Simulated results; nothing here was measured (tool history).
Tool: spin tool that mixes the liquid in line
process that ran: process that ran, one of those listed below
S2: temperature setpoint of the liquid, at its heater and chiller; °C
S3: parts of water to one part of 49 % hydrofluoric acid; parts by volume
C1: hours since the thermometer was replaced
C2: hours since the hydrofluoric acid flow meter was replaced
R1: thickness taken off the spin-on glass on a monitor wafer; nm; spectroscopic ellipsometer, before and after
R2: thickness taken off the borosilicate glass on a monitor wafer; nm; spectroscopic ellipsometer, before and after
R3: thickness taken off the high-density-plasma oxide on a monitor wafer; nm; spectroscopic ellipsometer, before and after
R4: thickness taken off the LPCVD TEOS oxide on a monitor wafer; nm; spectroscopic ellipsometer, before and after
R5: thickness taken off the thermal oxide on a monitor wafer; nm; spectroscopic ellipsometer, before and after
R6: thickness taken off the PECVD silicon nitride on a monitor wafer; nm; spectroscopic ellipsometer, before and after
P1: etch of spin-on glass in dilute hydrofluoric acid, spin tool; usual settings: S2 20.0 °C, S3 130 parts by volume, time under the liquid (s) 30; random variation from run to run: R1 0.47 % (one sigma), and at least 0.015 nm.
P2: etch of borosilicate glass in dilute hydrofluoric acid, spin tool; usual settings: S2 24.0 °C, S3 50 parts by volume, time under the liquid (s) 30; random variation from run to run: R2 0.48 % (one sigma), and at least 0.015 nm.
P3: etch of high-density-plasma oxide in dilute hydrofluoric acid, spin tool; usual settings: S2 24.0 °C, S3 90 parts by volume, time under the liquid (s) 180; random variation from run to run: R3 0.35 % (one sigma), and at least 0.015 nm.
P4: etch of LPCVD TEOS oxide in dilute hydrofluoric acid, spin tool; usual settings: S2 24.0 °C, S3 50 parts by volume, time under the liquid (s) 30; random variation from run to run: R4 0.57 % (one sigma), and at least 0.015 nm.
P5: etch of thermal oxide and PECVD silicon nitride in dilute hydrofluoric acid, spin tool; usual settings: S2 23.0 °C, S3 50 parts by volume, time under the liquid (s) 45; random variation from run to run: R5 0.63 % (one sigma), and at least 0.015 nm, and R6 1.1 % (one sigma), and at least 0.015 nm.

Run 1, hour 4.9: process that ran P1, S2 20.0 °C, S3 130 parts by volume, time under the liquid (s) 30; C1 557.5; C2 357.4. Result: R1 7.3103 nm.
Run 2, hour 12.6: process that ran P2, S2 24.0 °C, S3 50 parts by volume, time under the liquid (s) 30; C1 565.2; C2 365.1. Result: R2 32.244 nm.
Run 3, hour 20.9: process that ran P3, S2 24.0 °C, S3 90 parts by volume, time under the liquid (s) 335; C1 573.5; C2 373.4. Result: R3 21.543 nm.
Run 4, hour 25.0: process that ran P1, S2 20.0 °C, S3 130 parts by volume, time under the liquid (s) 30; C1 577.6; C2 377.5. Result: R1 7.2666 nm.
Run 5, hour 33.1: process that ran P4, S2 24.0 °C, S3 50 parts by volume, time under the liquid (s) 30; C1 585.7; C2 385.6. Result: R4 36.025 nm.
Run 6, hour 40.0: process that ran P1, S2 25.5 °C, S3 130 parts by volume, time under the liquid (s) 30; C1 592.6; C2 392.5. Result: R1 9.1480 nm.
Run 7, hour 43.9: process that ran P1, S2 20.0 °C, S3 130 parts by volume, time under the liquid (s) 30; C1 596.5; C2 396.4. Result: R1 7.3374 nm.
Run 8, hour 51.6: process that ran P4, S2 24.0 °C, S3 80 parts by volume, time under the liquid (s) 30; C1 604.2; C2 404.1. Result: R4 21.853 nm.
Run 9, hour 57.5: process that ran P1, S2 20.0 °C, S3 130 parts by volume, time under the liquid (s) 15; C1 610.1; C2 410.0. Result: R1 3.6519 nm.
Run 10, hour 62.7: process that ran P1, S2 20.0 °C, S3 130 parts by volume, time under the liquid (s) 30; C1 615.3; C2 415.2. Result: R1 7.2391 nm.
Run 11, hour 70.2: process that ran P3, S2 24.0 °C, S3 20 parts by volume, time under the liquid (s) 180; C1 622.8; C2 422.7. Result: R3 56.990 nm.
Run 12, hour 74.8: process that ran P1, S2 17.0 °C, S3 60 parts by volume, time under the liquid (s) 30; C1 627.4; C2 427.3. Result: R1 15.1220 nm.
Run 13, hour 80.3: process that ran P1, S2 17.0 °C, S3 130 parts by volume, time under the liquid (s) 30; C1 632.9; C2 432.8. Result: R1 6.4055 nm.
Run 14, hour 84.5: process that ran P1, S2 20.0 °C, S3 210 parts by volume, time under the liquid (s) 50; C1 637.1; C2 437.0. Result: R1 6.8963 nm.
Run 15, hour 89.1: process that ran P4, S2 24.0 °C, S3 50 parts by volume, time under the liquid (s) 65; C1 641.7; C2 441.6. Result: R4 78.137 nm.
Run 16, hour 94.4: process that ran P1, S2 20.0 °C, S3 130 parts by volume, time under the liquid (s) 30; C1 647.0; C2 446.9. Result: R1 7.2700 nm.
Run 17, hour 100.5: process that ran P2, S2 32.5 °C, S3 50 parts by volume, time under the liquid (s) 30; C1 653.1; C2 453.0. Result: R2 45.083 nm.
Run 18, hour 106.9: process that ran P3, S2 24.0 °C, S3 90 parts by volume, time under the liquid (s) 180; C1 659.5; C2 459.4. Result: R3 11.559 nm.
Run 19, hour 114.8: process that ran P5, S2 23.0 °C, S3 50 parts by volume, time under the liquid (s) 45; C1 667.4; C2 467.3. Result: R5 4.2818 nm, R6 2.2809 nm.
At hour 118.2: hydrofluoric acid flow meter replaced.
Run 20, hour 122.4: process that ran P3, S2 29.0 °C, S3 90 parts by volume, time under the liquid (s) 180; C1 675.0; C2 4.3. Result: R3 14.072 nm.
Run 21, hour 130.8: process that ran P5, S2 17.0 °C, S3 50 parts by volume, time under the liquid (s) 45; C1 683.4; C2 12.7. Result: R5 3.3048 nm, R6 1.5024 nm.
Run 22, hour 136.6: process that ran P2, S2 24.0 °C, S3 50 parts by volume, time under the liquid (s) 60; C1 689.2; C2 18.5. Result: R2 64.096 nm.
Run 23, hour 142.8: process that ran P1, S2 20.0 °C, S3 130 parts by volume, time under the liquid (s) 55; C1 695.4; C2 24.7. Result: R1 13.2390 nm.
Run 24, hour 146.6: process that ran P1, S2 20.0 °C, S3 195 parts by volume, time under the liquid (s) 30; C1 699.2; C2 28.5. Result: R1 4.5732 nm.
Run 25, hour 154.5: process that ran P4, S2 17.0 °C, S3 50 parts by volume, time under the liquid (s) 30; C1 707.1; C2 36.4. Result: R4 27.033 nm.
Run 26, hour 162.8: process that ran P5, S2 23.0 °C, S3 50 parts by volume, time under the liquid (s) 80; C1 715.4; C2 44.7. Result: R5 7.4952 nm, R6 4.0949 nm.
Run 27, hour 168.9: process that ran P5, S2 23.0 °C, S3 25 parts by volume, time under the liquid (s) 45; C1 721.5; C2 50.8. Result: R5 8.7432 nm, R6 4.5895 nm.
Run 28, hour 177.0: process that ran P1, S2 20.0 °C, S3 70 parts by volume, time under the liquid (s) 30; C1 729.6; C2 58.9. Result: R1 14.4330 nm.
Run 29, hour 181.1: process that ran P5, S2 23.0 °C, S3 50 parts by volume, time under the liquid (s) 45; C1 733.7; C2 63.0. Result: R5 4.2066 nm, R6 2.2878 nm.
Run 30, hour 185.2: process that ran P2, S2 24.0 °C, S3 75 parts by volume, time under the liquid (s) 30; C1 737.8; C2 67.1. Result: R2 20.829 nm.
Run 31, hour 192.8: process that ran P1, S2 20.0 °C, S3 130 parts by volume, time under the liquid (s) 30; C1 745.4; C2 74.7. Result: R1 7.2696 nm.

Run 32 comes next. What will it give?
Run 32, hour 200.8: process that ran P1, S2 20.0 °C, S3 130 parts by volume, time under the liquid (s) 30; C1 753.4; C2 82.7. Result: R1 ?.

R1: 7.1216 nm
